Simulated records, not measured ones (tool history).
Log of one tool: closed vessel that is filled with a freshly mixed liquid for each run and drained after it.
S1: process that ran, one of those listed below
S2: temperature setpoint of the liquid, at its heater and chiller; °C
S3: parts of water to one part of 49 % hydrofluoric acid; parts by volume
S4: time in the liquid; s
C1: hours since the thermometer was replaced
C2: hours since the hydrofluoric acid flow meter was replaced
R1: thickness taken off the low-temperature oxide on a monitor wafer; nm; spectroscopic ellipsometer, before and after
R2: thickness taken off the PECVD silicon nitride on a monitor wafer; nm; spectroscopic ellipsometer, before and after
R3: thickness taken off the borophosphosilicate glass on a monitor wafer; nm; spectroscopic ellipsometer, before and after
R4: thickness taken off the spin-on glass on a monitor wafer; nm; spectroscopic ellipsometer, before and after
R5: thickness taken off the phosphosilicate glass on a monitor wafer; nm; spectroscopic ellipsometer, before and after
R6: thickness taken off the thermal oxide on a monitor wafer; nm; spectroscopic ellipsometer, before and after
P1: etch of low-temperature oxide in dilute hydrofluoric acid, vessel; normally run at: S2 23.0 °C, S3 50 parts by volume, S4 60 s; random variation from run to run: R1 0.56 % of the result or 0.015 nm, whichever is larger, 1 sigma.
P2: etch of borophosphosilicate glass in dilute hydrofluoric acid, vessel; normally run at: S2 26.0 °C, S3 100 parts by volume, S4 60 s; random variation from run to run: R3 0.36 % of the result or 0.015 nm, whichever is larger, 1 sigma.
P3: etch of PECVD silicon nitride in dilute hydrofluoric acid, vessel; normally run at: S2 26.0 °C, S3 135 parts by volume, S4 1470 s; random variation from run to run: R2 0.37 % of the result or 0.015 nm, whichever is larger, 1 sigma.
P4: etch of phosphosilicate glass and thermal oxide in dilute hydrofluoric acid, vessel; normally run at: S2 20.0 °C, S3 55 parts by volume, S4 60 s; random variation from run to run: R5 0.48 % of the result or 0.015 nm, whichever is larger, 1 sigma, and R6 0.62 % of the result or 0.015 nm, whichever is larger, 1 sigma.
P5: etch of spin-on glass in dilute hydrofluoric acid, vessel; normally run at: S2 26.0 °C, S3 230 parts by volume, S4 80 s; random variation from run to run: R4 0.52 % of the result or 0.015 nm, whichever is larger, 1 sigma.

| run | hour | S1 | S2 | S3 | S4 | C1 | C2 | R1 | R2 | R3 | R4 | R5 | R6 |
|---|---|---|---|---|---|---|---|---|---|---|---|---|---|
| 1 | 8.9 | P1 | 23.0 | 50 | 60 | 1844.7 | 1365.2 | 42.530 |  |  |  |  |  |
| 2 | 16.1 | P1 | 23.0 | 25 | 60 | 1851.9 | 1372.4 | 88.280 |  |  |  |  |  |
| 3 | 28.5 | P3 | 26.0 | 135 | 1470 | 1864.3 | 1384.8 |  | 26.812 |  |  |  |  |
| 4 | 41.6 | P1 | 23.0 | 50 | 60 | 1877.4 | 1397.9 | 42.720 |  |  |  |  |  |
| 5 | 49.9 | P2 | 26.0 | 100 | 60 | 1885.7 | 1406.2 |  |  | 16.401 |  |  |  |
| 6 | 63.0 | P1 | 17.0 | 85 | 60 | 1898.8 | 1419.3 | 18.666 |  |  |  |  |  |
| 7 | 75.4 | P1 | 23.0 | 50 | 100 | 1911.2 | 1431.7 | 71.463 |  |  |  |  |  |
| 8 | 84.6 | P1 | 29.5 | 50 | 60 | 1920.4 | 1440.9 | 55.605 |  |  |  |  |  |
| 9 | 96.5 | P5 | 17.5 | 230 | 80 | 1932.3 | 1452.8 |  |  |  | 11.0490 |  |  |
| 10 | 109.8 | P5 | 26.0 | 230 | 30 | 1945.6 | 1466.1 |  |  |  | 5.6131 |  |  |
| 11 | 122.6 | P5 | 26.0 | 230 | 80 | 1958.4 | 1478.9 |  |  |  | 15.1200 |  |  |
| 12 | 132.3 | P2 | 34.0 | 100 | 60 | 1968.1 | 1488.6 |  |  | 22.310 |  |  |  |
| 13 | 143.1 | P4 | 20.0 | 55 | 30 | 1978.9 | 1499.4 |  |  |  |  | 47.698 | 2.2638 |
| 14 | 151.1 | P3 | 26.0 | 135 | 2175 | 1986.9 | 1507.4 |  | 39.668 |  |  |  |  |
| 15 | 158.7 | P1 | 17.0 | 50 | 60 | 1994.5 | 1515.0 | 33.147 |  |  |  |  |  |
| 16 | 168.0 | P1 | 23.0 | 90 | 60 | 2003.8 | 1524.3 | 22.657 |  |  |  |  |  |
| 17 | 178.3 | P4 | 20.0 | 30 | 60 | 2014.1 | 1534.6 |  |  |  |  | 181.380 | 8.6490 |
| 18 | 188.2 | P2 | 26.0 | 100 | 95 | 2024.0 | 1544.5 |  |  | 26.040 |  |  |  |
| 19 | 195.7 | P1 | 23.0 | 50 | 60 | 2031.5 | 1552.0 | 43.062 |  |  |  |  |  |
| 20 | 203.1 | P3 | 33.5 | 135 | 1470 | 2038.9 | 1559.4 |  | 42.644 |  |  |  |  |
| 21 | 217.0 | P1 | 23.0 | 25 | 30 | 2052.8 | 1573.3 | 43.926 |  |  |  |  |  |
| 22 | 227.1 | P1 | 23.0 | 50 | 30 | 2062.9 | 1583.4 | 21.651 |  |  |  |  |  |
| 23 | 235.3 | P3 | 26.0 | 230 | 1470 | 2071.1 | 1591.6 |  | 15.776 |  |  |  |  |
| 24 | 244.0 | P1 | 23.0 | 50 | 60 | 2079.8 | 1600.3 | 43.122 |  |  |  |  |  |
| 25 | 251.9 | P2 | 26.0 | 100 | 60 | 2087.7 | 1608.2 |  |  | 16.440 |  |  |  |
| 26 | 260.6 | P1 | 27.0 | 50 | 35 | 2096.4 | 1616.9 | 29.675 |  |  |  |  |  |
| 27 | 272.2 | P4 | 17.0 | 55 | 60 | 2108.0 | 1628.5 |  |  |  |  | 83.826 | 3.9887 |
| 28 | 284.0 | P1 | 23.0 | 50 | 60 | 2119.8 | 1640.3 | 43.276 |  |  |  |  |  |
| 29 | 291.1 | P2 | 26.0 | 20 | 60 | 2126.9 | 1647.4 |  |  | 91.256 |  |  |  |
| 30 | 299.3 | P5 | 26.0 | 90 | 80 | 2135.1 | 1655.6 |  |  |  | 45.7720 |  |  |
| 31 | 311.2 | P4 | 20.0 | 55 | 60 | 2147.0 | 1667.5 |  |  |  |  | 95.959 | 4.5516 |
| 32 | 323.4 | P1 | 23.0 | 50 | 60 | 2159.2 | 1679.7 | 42.289 |  |  |  |  |  |
| 33 | 337.2 | P1 | 23.0 | 50 | 60 | 2173.0 | 1693.5 | 40.883 |  |  |  |  |  |
| 34 | 345.0 | P1 | 23.0 | 50 | 60 | 2180.8 | 1701.3 | 40.161 |  |  |  |  |  |
| 35 | 352.9 | P1 | 23.0 | 50 | 60 | 2188.7 | 1709.2 | 39.455 |  |  |  |  |  |
| 36 | 364.3 | P1 | 23.0 | 50 | 60 | 2200.1 | 1720.6 | 39.608 |  |  |  |  |  |
| 37 | 378.1 | P1 | 23.0 | 50 | 60 | 2213.9 | 1734.4 | 39.062 |  |  |  |  |  |
| 38 | 388.7 | P1 | 23.0 | 50 | 60 | 2224.5 | 1745.0 | 39.186 |  |  |  |  |  |
| 39 | 399.8 | P1 | 23.0 | 50 | 60 | 2235.6 | 1756.1 | 39.128 |  |  |  |  |  |
| 40 | 413.0 | P1 | 23.0 | 50 | 60 | 2248.8 | 1769.3 | 39.196 |  |  |  |  |  |

What P1 gives has crept away from where it was. These 2 causes fit the log equally well, each at the size given:
A: liquid colder than its thermometer reads (K) = 2.29
B: hydrofluoric acid flow below the setpoint (%) = 8.57
The creep began at about hour 323.4.

4 check runs are offered, one wafer each, their results left as question marks. Which one tells the causes apart?
| check 1 | 426.2 | P4 | 17.0 | 35 | 60 |  |  |  |  |  |  | ? | ? |
| check 2 | 426.2 | P2 | 33.5 | 40 | 60 |  |  |  |  | ? |  |  |  |
| check 3 | 426.2 | P5 | 26.0 | 100 | 30 |  |  |  |  |  | ? |  |  |
| check 4 | 426.2 | P3 | 33.0 | 135 | 2050 |  |  |  | ? |  |  |  |  |

What each check would give under each cause:
| check | result | if A | if B |
|---|---|---|---|
| check 1 | R5 | 122.520 | 123.530 |
| check 1 | R6 | 5.8274 | 5.8754 |
| check 2 | R3 | 54.898 | 54.522 |
| check 3 | R4 | 13.8210 | 13.6630 |
| check 4 | R2 | 50.298 | 52.719 |
How far apart the two closest causes lie, in the result that separates them most: check 1 0.82 %; check 2 0.69 %; check 3 1.15 %; check 4 4.7 %
Check 4 tells the causes apart: in the others they would give nearly the same result.

Check 4 was then run and gave: R2 52.587 nm. Which cause is it?

It is B: hydrofluoric acid flow below the setpoint (%).
